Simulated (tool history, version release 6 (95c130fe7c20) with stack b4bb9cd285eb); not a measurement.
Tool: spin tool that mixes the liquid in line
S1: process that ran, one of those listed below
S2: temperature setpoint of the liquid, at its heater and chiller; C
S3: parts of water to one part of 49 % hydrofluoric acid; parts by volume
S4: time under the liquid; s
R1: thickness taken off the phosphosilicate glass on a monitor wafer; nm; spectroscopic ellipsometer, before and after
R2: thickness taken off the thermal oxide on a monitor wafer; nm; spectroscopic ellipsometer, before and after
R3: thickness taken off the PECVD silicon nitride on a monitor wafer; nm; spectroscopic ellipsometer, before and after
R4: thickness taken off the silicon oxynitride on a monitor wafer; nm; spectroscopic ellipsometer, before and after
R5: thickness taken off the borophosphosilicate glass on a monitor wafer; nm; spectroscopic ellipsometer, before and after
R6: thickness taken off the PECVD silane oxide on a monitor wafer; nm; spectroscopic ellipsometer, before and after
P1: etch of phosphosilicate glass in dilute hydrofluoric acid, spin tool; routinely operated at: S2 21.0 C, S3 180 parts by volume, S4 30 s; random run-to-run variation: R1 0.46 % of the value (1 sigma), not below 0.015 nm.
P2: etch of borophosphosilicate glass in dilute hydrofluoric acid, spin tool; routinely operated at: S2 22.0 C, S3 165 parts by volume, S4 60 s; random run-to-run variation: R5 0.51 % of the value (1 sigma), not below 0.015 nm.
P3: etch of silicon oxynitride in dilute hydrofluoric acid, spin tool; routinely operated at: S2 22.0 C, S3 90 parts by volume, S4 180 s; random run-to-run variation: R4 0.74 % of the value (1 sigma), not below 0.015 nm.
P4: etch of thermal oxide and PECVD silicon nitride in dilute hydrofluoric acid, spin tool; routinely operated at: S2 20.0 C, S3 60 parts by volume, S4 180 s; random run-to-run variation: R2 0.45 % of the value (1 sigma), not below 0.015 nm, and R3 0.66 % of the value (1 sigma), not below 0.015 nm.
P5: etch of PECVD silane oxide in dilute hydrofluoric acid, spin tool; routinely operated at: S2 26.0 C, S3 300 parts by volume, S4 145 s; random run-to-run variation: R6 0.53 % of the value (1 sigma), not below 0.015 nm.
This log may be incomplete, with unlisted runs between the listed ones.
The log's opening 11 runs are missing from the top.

run   hour  S1    S2   S3   S4      R1      R2      R3      R4       R5       R6
 12   45.1  P2  22.0  165   60                                  12.5710
 13   48.3  P2  22.0  165   15                                   3.1853
 14   51.2  P1  21.0  180   30  27.306
 15   55.1  P5  26.0   50  145                                           61.4910
 16   59.6  P1  28.0  105   30  66.733
 17   63.8  P4  20.0   60   80          5.6295  1.7189
 18   69.1  P1  21.0  180   15  13.612
 19   72.2  P5  26.0  300  145                                            7.5857
 20   77.3  P3  29.5   90  180                          4.9580
 21   81.4  P3  22.0   90  340                          6.5971
 22   85.5  P1  21.0  260   30  17.397
 23   89.0  P1  21.0  180   55  50.234
 24   92.4  P1  28.5  180   15  17.913
 25   96.5  P3  22.0   90  180                          3.4731
 26  101.2  P1  21.0  180   30  27.170

Forecast run 27:
 27  105.5  P5  31.0  300  145                       ?

Run 27 came out at R6 8.8472 nm.
